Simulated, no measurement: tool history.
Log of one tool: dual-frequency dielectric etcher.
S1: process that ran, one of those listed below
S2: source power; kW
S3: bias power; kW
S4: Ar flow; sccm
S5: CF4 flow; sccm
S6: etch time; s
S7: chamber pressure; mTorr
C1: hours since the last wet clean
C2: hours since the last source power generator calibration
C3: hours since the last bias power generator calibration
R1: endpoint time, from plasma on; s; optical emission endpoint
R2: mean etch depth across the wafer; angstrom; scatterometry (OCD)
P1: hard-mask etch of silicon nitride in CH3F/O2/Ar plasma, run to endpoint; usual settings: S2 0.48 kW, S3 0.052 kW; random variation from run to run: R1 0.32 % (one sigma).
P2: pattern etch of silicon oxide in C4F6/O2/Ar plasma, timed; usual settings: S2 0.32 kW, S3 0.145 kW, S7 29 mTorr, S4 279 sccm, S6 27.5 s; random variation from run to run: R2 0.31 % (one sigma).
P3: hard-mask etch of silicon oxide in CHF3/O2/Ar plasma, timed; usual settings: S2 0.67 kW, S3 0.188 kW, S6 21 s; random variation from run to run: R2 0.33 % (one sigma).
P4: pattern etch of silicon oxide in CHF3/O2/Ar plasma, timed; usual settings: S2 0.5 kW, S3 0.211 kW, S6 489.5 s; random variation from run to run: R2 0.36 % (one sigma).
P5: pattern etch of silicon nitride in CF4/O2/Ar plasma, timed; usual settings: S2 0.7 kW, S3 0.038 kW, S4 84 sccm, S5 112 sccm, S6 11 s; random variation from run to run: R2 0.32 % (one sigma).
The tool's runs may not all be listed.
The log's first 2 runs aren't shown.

{"run": 3, "hour": 43.1, "S1": "P1", "S2": 0.48, "S3": 0.052, "C1": 163.4, "C2": 2417.3, "C3": 2539.9, "R1": 56.754}
{"run": 4, "hour": 52.7, "S1": "P1", "S2": 0.48, "S3": 0.052, "C1": 173, "C2": 2426.9, "C3": 2549.5, "R1": 56.695}
{"run": 5, "hour": 67.6, "S1": "P4", "S2": 0.69, "S3": 0.211, "S6": 489.5, "C1": 187.9, "C2": 2441.8, "C3": 2564.4, "R2": 10724}
{"run": 6, "hour": 78.5, "S1": "P1", "S2": 0.37, "S3": 0.033, "C1": 198.8, "C2": 2452.7, "C3": 2575.3, "R1": 72.089}
{"run": 7, "hour": 88.8, "S1": "P3", "S2": 0.67, "S3": 0.188, "S6": 21, "C1": 209.1, "C2": 2463, "C3": 2585.6, "R2": 441.31}
{"run": 8, "hour": 104.5, "S1": "P5", "S2": 0.92, "S3": 0.038, "S4": 84, "S5": 112, "S6": 11, "C1": 224.8, "C2": 2478.7, "C3": 2601.3, "R2": 329.91}
{"run": 9, "hour": 113.8, "S1": "P5", "S2": 0.7, "S3": 0.025, "S4": 84, "S5": 112, "S6": 11, "C1": 234.1, "C2": 2488, "C3": 2610.6, "R2": 227.82}
{"run": 10, "hour": 123.2, "S1": "P2", "S2": 0.4, "S3": 0.145, "S4": 279, "S6": 27.5, "S7": 29, "C1": 243.5, "C2": 2497.4, "C3": 2620, "R2": 847.51}
{"run": 11, "hour": 137.5, "S1": "P2", "S2": 0.32, "S3": 0.145, "S4": 279, "S6": 27.5, "S7": 29, "C1": 257.8, "C2": 2511.7, "C3": 2634.3, "R2": 774.65}
{"run": 12, "hour": 151.5, "S1": "P1", "S2": 0.48, "S3": 0.052, "C1": 271.8, "C2": 2525.7, "C3": 2648.3, "R1": 57.027}
{"run": 13, "hour": 167.3, "S1": "P4", "S2": 0.5, "S3": 0.211, "S6": 489.5, "C1": 287.6, "C2": 2541.5, "C3": 2664.1, "R2": 9460.7}
{"run": 14, "hour": 176.6, "S1": "P5", "S2": 0.7, "S3": 0.038, "S4": 84, "S5": 137, "S6": 11, "C1": 296.9, "C2": 2550.8, "C3": 2673.4, "R2": 265.3}
{"run": 15, "hour": 186.4, "S1": "P2", "S2": 0.32, "S3": 0.145, "S4": 279, "S6": 27.5, "S7": 29, "C1": 306.7, "C2": 2560.6, "C3": 2683.2, "R2": 778.7}
{"run": 16, "hour": 201.8, "S1": "P1", "S2": 0.48, "S3": 0.065, "C1": 322.1, "C2": 2576, "C3": 2698.6, "R1": 52.626}
{"run": 17, "hour": 209.0, "S1": "P1", "S2": 0.29, "S3": 0.052, "C1": 329.3, "C2": 2583.2, "C3": 2705.8, "R1": 68.832}
{"run": 18, "hour": 220.6, "S1": "P3", "S2": 0.67, "S3": 0.13, "S6": 21, "C1": 340.9, "C2": 2594.8, "C3": 2717.4, "R2": 391.29}
{"run": 19, "hour": 230.5, "S1": "P1", "S2": 0.48, "S3": 0.052, "C1": 350.8, "C2": 2604.7, "C3": 2727.3, "R1": 56.893}
{"run": 20, "hour": 242.6, "S1": "P1", "S2": 0.48, "S3": 0.038, "C1": 362.9, "C2": 2616.8, "C3": 2739.4, "R1": 62.621}
{"run": 21, "hour": 250.1, "S1": "P5", "S2": 0.7, "S3": 0.038, "S4": 65, "S5": 112, "S6": 11, "C1": 370.4, "C2": 2624.3, "C3": 2746.9, "R2": 265.42}
{"run": 22, "hour": 258.9, "S1": "P3", "S2": 0.67, "S3": 0.188, "S6": 27, "C1": 379.2, "C2": 2633.1, "C3": 2755.7, "R2": 567.1}
{"run": 23, "hour": 269.1, "S1": "P5", "S2": 0.7, "S3": 0.038, "S4": 84, "S5": 112, "S6": 11, "C1": 389.4, "C2": 2643.3, "C3": 2765.9, "R2": 259.39}
{"hour": 274.2, "done": "bias power generator calibrated"}
{"run": 24, "hour": 279.8, "S1": "P4", "S2": 0.5, "S3": 0.211, "S6": 727.5, "C1": 400.1, "C2": 2654, "C3": 5.6, "R2": 14150}
{"run": 25, "hour": 289.6, "S1": "P5", "S2": 0.7, "S3": 0.038, "S4": 84, "S5": 112, "S6": 6, "C1": 409.9, "C2": 2663.8, "C3": 15.4, "R2": 141.41}
{"run": 26, "hour": 306.0, "S1": "P2", "S2": 0.32, "S3": 0.193, "S4": 279, "S6": 27.5, "S7": 29, "C1": 426.3, "C2": 2680.2, "C3": 31.8, "R2": 847.63}

Forecast run 27:
{"run": 27, "hour": 319.4, "S1": "P1", "S2": 0.35, "S3": 0.043, "C1": 439.7, "C2": 2693.6, "C3": 45.2, "R1": "?"}

{"run 27": {"R1": 68.209}}
